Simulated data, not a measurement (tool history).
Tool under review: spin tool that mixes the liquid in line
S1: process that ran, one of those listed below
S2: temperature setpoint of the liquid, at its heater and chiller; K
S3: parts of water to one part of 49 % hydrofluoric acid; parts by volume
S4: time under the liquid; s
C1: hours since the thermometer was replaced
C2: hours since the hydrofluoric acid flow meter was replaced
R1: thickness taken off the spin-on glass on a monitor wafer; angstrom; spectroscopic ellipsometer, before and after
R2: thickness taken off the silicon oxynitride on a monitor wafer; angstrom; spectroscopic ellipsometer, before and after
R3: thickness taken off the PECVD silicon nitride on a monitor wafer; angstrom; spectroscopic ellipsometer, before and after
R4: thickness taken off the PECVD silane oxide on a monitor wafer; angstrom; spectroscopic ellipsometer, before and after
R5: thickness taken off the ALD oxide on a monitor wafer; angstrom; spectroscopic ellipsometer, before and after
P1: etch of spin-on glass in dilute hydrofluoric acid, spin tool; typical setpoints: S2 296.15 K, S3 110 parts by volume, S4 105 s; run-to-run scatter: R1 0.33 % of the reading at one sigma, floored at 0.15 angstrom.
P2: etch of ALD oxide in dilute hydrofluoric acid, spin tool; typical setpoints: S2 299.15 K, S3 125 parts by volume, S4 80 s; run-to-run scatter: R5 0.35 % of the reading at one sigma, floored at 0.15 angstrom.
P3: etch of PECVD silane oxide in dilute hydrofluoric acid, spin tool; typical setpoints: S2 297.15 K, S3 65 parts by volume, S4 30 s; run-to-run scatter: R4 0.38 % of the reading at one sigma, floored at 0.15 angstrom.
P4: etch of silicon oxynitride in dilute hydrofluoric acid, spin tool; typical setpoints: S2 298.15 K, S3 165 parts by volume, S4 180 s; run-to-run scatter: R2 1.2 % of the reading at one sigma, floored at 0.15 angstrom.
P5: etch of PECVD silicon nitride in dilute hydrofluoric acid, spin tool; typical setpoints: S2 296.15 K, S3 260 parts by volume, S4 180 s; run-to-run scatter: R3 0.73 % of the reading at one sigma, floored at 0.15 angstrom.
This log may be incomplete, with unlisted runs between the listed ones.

run,day,S1,S2,S3,S4,C1,C2,R1,R2,R3,R4,R5
1,0.512,P1,296.15,110,105,243.4,203.1,234.57,,,,
2,0.975,P4,298.15,90,180,254.5,214.2,,35.0640,,,
3,1.433,P5,296.15,260,180,265.5,225.2,,,37.240,,
4,1.775,P3,301.65,65,30,273.7,233.4,,,,106.650,
5,2.304,P5,296.15,260,180,286.4,246.1,,,36.698,,
6,2.767,P3,297.15,65,30,297.5,257.2,,,,89.694,
7,3.300,P5,296.15,70,180,310.3,270.0,,,132.900,,
8,3.812,P1,296.15,110,105,322.6,282.3,233.99,,,,
9,4.096,P4,298.15,165,180,329.4,289.1,,18.1890,,,
10,4.446,P4,298.15,165,180,337.8,297.5,,18.2120,,,
11,4.729,P4,298.15,165,20,344.6,304.3,,1.7863,,,
12,5.088,P5,303.15,260,180,353.2,312.9,,,55.968,,
13,5.646,P1,296.15,165,105,366.6,326.3,146.51,,,,
14,6.004,P1,296.15,110,105,375.2,334.9,234.11,,,,
15,6.296,P2,299.15,125,80,382.2,341.9,,,,,113.140
16,6.588,P3,297.15,65,30,389.2,348.9,,,,89.402,
17,7.058,P3,297.15,115,30,400.5,360.2,,,,47.651,
18,7.575,P3,297.15,65,45,412.9,372.6,,,,133.570,
19,8.029,P2,299.15,35,80,423.8,383.5,,,,,451.420
20,8.396,P1,296.15,110,50,432.6,392.3,111.87,,,,
21,8.879,P2,299.15,125,80,444.2,403.9,,,,,112.640
22,9.258,P2,299.15,125,15,453.3,413.0,,,,,21.135
23,9.833,P1,303.15,110,105,467.1,426.8,305.97,,,,
24,10.125,P2,294.65,125,80,474.1,433.8,,,,,94.673
25,10.525,P1,292.65,110,105,483.7,443.4,203.00,,,,
26,11.017,P1,296.15,110,105,495.5,455.2,232.67,,,,
27,11.475,P1,296.15,110,210,506.5,466.2,469.92,,,,
28,11.871,P1,296.15,55,105,516.0,475.7,501.59,,,,
29,12.238,P4,290.65,165,180,524.8,484.5,,12.8510,,,
30,12.621,P1,304.15,185,105,534.0,493.7,171.54,,,,
31,13.046,P5,296.15,260,65,544.2,503.9,,,13.158,,
32,13.433,P1,296.15,110,105,553.5,513.2,234.41,,,,
33,13.942,P1,296.15,110,105,565.7,525.4,226.57,,,,
34,14.433,P1,296.15,110,105,577.5,537.2,222.91,,,,
35,14.717,P1,296.15,110,105,584.3,544.0,221.54,,,,
36,15.029,P1,296.15,110,105,591.8,551.5,218.00,,,,
37,15.604,P1,296.15,110,105,605.6,565.3,218.03,,,,
38,15.938,P1,296.15,110,105,613.6,573.3,218.09,,,,
39,16.329,P1,296.15,110,105,623.0,582.7,216.73,,,,
40,16.579,P1,296.15,110,105,629.0,588.7,217.23,,,,
41,17.129,P1,296.15,110,105,642.2,601.9,217.62,,,,
42,17.492,P1,296.15,110,105,650.9,610.6,216.30,,,,

What P1 gives has crept away from where it was. These 2 causes fit the log equally well, each at the size given:
A: hydrofluoric acid flow below the setpoint (%) = 6.59
B: liquid colder than its thermometer reads (K) = 1.93
Creep in the process output first set in at about day 13.433.

Each of the check runs listed below is run on 2 wafers and reports their average, with the results left as question marks. Pick the one under which the possible causes would lead to clearly different results.
check 1,17.854,P3,297.15,65,30,,,,,,?,
check 2,17.854,P2,299.15,125,80,,,,,,,?
check 3,17.854,P5,296.15,260,180,,,,,?,,
check 4,17.854,P4,298.15,165,180,,,,?,,,

Predicted outcomes, by check and by cause:
check,result,if A,if B
check 1,R4,83.127,82.716
check 2,R5,103.910,104.400
check 3,R3,34.515,32.681
check 4,R2,16.7580,16.5870
Per-check spread between the two closest causes, in the result where they differ most: check 1 0.5 %; check 2 0.47 %; check 3 5.46 %; check 4 1.03 %
Of the check runs offered, only check 3 discriminates between the causes; the rest would read about the same regardless of which cause applies.

With check 3 done, the readings were: R3 32.544 angstrom. Identify which of the listed causes applies.

B is the cause: liquid colder than its thermometer reads (K).
